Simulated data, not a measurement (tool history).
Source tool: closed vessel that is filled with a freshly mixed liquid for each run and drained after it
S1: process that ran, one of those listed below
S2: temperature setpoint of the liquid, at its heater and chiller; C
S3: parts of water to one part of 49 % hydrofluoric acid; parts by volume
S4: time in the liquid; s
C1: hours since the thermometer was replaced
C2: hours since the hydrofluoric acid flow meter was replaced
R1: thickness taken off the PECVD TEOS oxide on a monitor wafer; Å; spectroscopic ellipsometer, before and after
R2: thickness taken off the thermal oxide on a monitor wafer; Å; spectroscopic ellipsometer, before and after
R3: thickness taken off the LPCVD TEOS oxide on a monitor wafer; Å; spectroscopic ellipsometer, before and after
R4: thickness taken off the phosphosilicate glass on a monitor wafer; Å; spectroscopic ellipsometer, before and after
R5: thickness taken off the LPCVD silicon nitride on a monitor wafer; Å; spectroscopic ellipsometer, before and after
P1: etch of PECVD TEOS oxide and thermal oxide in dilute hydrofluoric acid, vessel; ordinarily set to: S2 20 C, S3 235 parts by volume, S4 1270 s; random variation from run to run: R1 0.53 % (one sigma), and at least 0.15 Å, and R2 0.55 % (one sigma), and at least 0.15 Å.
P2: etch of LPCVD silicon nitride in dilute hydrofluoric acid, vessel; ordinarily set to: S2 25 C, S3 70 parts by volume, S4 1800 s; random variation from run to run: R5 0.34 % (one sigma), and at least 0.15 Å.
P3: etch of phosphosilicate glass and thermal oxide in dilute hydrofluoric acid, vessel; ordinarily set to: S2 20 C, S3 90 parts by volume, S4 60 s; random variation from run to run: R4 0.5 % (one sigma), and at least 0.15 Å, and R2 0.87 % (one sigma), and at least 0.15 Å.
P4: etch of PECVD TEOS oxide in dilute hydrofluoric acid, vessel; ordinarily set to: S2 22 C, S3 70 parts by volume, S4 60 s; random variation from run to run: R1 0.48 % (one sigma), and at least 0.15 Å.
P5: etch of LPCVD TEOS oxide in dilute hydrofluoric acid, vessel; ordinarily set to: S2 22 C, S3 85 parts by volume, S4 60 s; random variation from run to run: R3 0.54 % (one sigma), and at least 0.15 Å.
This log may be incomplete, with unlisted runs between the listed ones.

run,hour,S1,S2,S3,S4,C1,C2,R1,R2,R3,R4,R5
1,4.7,P1,20,235,1270,1009.9,1179.9,513.52,184.63,,,
2,8.1,P1,20,55,1270,1013.3,1183.3,2627.9,951.1,,,
3,12.7,P1,20,235,1270,1017.9,1187.9,510.39,183.06,,,
4,16,P5,22,85,60,1021.2,1191.2,,,214.71,,
5,20.5,P3,17,90,60,1025.7,1195.7,,23.956,,362.05,
6,23.9,P4,22,70,60,1029.1,1199.1,198.27,,,,
7,27.6,P4,22,125,60,1032.8,1202.8,104.53,,,,
8,30.5,P1,17,235,1270,1035.7,1205.7,454.07,164.14,,,
9,34,P2,19,70,1800,1039.2,1209.2,,,,,93.431
10,37.4,P5,22,85,30,1042.6,1212.6,,,107.08,,
11,40.3,P5,22,150,60,1045.5,1215.5,,,113.62,,
12,45.1,P1,20,235,1270,1050.3,1220.3,504.36,184.38,,,
13,47.3,P3,20,160,60,1052.5,1222.5,,13.668,,212.57,
14,50.4,P1,28,235,1270,1055.6,1225.6,681.08,244.48,,,
15,54.6,P2,25,70,3455,1059.8,1229.8,,,,,267.34
16,57.2,P5,28.5,85,60,1062.4,1232.4,,,277.21,,
17,61.4,P3,20,90,30,1066.6,1236.6,,13.456,,202.16,
18,65.3,P1,20,235,1270,1070.5,1240.5,513.33,185.46,,,
19,67.7,P1,20,235,2020,1072.9,1242.9,818.5,292.47,,,
20,71.4,P1,20,235,1270,1076.6,1246.6,509.23,183.17,,,
21,75.2,P1,20,340,1270,1080.4,1250.4,323.68,116.12,,,
22,80,P1,20,235,1270,1085.2,1255.2,511.66,184.76,,,
23,83.5,P4,29,70,60,1088.7,1258.7,262.77,,,,
24,86.8,P1,20,235,335,1092,1262,135.08,48.92,,,
25,89.7,P1,20,425,505,1094.9,1264.9,95.028,34.6,,,
26,94.5,P2,25,70,1800,1099.7,1269.7,,,,,139.67
27,97.2,P2,25,20,1800,1102.4,1272.4,,,,,469.72
28,101,P1,20,235,1270,1106.2,1276.2,518.54,185.24,,,
29,103.9,P3,20,90,60,1109.1,1279.1,,26.712,,407.85,
30,108.2,P4,22,70,100,1113.4,1283.4,329.16,,,,
31,113,P1,20,235,1270,1118.2,1288.2,506.83,184.12,,,
32,116.1,P1,20,235,1270,1121.3,1291.3,493.97,178.87,,,
33,119.7,P1,20,235,1270,1124.9,1294.9,487.03,174.41,,,
34,122.7,P1,20,235,1270,1127.9,1297.9,478.62,172.85,,,
35,126.6,P1,20,235,1270,1131.8,1301.8,478.64,171.02,,,
36,129.3,P1,20,235,1270,1134.5,1304.5,476.51,171.14,,,
37,132.4,P1,20,235,1270,1137.6,1307.6,468.22,170.69,,,
38,134.6,P1,20,235,1270,1139.8,1309.8,475.71,170.4,,,
39,138.4,P1,20,235,1270,1143.6,1313.6,471.02,169.97,,,

The output of P1 has drifted from where it used to be. Each of the 2 causes below, taken at the size shown beside it, accounts for the log equally well:
A: hydrofluoric acid flow below the setpoint (%) = 5.8
B: liquid colder than its thermometer reads (K) = 1.92
Onset of the creep was near hour 113.

Which of the 4 check runs listed below separates the causes, so that each cause would produce a clearly different result? Each run uses one wafer, and its results are marked with question marks.
check 1,142.2,P2,21.5,20,1800,,,,,,,?
check 2,142.2,P5,22,125,60,,,,,?,,
check 3,142.2,P3,17,160,60,,,,?,,?,
check 4,142.2,P4,28,70,60,,,?,,,,

If the cause were each of the candidates in turn, the checks would give the following:
check,result,if A,if B
check 1,R5,350.1,323.82
check 2,R3,130.2,129.1
check 3,R2,11.499,11.386
check 3,R4,176.04,174.31
check 4,R1,235.85,233.51
Per check, the gap between the least separated pair of causes, taken in the result that splits them most: check 1 7.8 %; check 2 0.84 %; check 3 0.99 %; check 4 1 %
Only in check 1 would the causes give clearly different results; in the remaining checks their results would be nearly the same.

Check 1 has now been run. It gave: R5 324.78 Å. Which of the candidate causes is it?

The correct cause is B, namely: liquid colder than its thermometer reads (K).

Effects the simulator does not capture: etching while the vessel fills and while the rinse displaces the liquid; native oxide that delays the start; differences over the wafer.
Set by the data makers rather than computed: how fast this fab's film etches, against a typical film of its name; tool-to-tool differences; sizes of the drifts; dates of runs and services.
